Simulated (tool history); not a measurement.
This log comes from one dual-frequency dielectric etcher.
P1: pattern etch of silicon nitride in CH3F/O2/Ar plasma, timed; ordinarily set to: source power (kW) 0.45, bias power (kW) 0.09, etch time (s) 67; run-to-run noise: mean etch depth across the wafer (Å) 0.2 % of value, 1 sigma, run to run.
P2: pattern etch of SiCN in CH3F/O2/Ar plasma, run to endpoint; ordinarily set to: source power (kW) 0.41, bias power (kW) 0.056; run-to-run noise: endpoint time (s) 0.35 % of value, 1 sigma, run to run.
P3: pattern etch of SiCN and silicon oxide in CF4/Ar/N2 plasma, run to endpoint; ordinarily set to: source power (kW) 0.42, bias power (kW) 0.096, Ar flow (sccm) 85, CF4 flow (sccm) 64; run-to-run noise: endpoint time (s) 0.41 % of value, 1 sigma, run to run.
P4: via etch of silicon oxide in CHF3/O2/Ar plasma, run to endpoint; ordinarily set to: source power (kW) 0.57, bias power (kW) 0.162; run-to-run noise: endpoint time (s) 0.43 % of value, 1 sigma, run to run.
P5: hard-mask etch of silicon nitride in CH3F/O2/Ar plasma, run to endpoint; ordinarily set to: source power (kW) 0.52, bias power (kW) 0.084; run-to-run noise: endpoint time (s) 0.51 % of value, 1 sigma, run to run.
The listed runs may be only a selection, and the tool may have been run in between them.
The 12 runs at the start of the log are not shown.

run	hour	process that ran	source power (kW)	bias power (kW)	etch time (s)	Ar flow (sccm)	CF4 flow (sccm)	hours since the last wet clean	hours since the last source power generator calibration	hours since the last bias power generator calibration	mean etch depth across the wafer (Å)	endpoint time (s)
13	92.5	P3	0.42	0.096		85	64	359.2	1309.3	1569.3		9.6123
14	97.4	P2	0.3	0.056				364.1	1314.2	1574.2		26.143
15	106.6	P1	0.45	0.09	67			373.3	1323.4	1583.4	536.83	
16	112.2	P2	0.41	0.056				378.9	1329	1589		23.123
17	121.1	P4	0.78	0.162				387.8	1337.9	1597.9		262.51
18	125.7	P1	0.45	0.09	67			392.4	1342.5	1602.5	535.72	
19	130.8	P3	0.42	0.096		103	64	397.5	1347.6	1607.6		9.935
20	138.1	P2	0.41	0.056				404.8	1354.9	1614.9		23.387
21	145	P1	0.32	0.09	67			411.7	1361.8	1621.8	471.06	
22	150.4	P1	0.45	0.125	67			417.1	1367.2	1627.2	603.71	
23	159.4	P3	0.42	0.096		85	64	426.1	1376.2	1636.2		9.6604
# hour 160.3: source power generator calibrated
24	167.6	P1	0.35	0.067	67			434.3	7.4	1644.4	438.62	
25	176.2	P4	0.57	0.195				442.9	16	1653		277.53
26	181.5	P1	0.45	0.09	67			448.2	21.3	1658.3	536.01	
27	190.5	P1	0.45	0.09	93.5			457.2	30.3	1667.3	746.73	
28	196.3	P5	0.52	0.051				463	36.1	1673.1		64.143
29	205.9	P1	0.45	0.07	67			472.6	45.7	1682.7	491.49	
30	210.3	P3	0.29	0.096		85	64	477	50.1	1687.1		13.359
31	214.8	P1	0.45	0.09	67			481.5	54.6	1691.6	536.28	
32	220.1	P1	0.45	0.09	67			486.8	59.9	1696.9	539.51	
33	226.2	P1	0.45	0.09	67			492.9	66	1703	540.5	
34	235.6	P1	0.45	0.09	67			502.3	75.4	1712.4	541.51	
# hour 239.6: wet clean of the chamber
35	241.8	P1	0.45	0.09	67			2.3	81.6	1718.6	545.3	
36	246.6	P1	0.45	0.09	67			7.1	86.4	1723.4	543.11	
37	253.1	P1	0.45	0.09	67			13.6	92.9	1729.9	544.11	

Run 38 has not been measured yet. What should we expect?
38	259.6	P1	0.45	0.09	67			20.1	99.4	1736.4	?	

{"run 38": {"mean etch depth across the wafer (Å)": 545.72}}
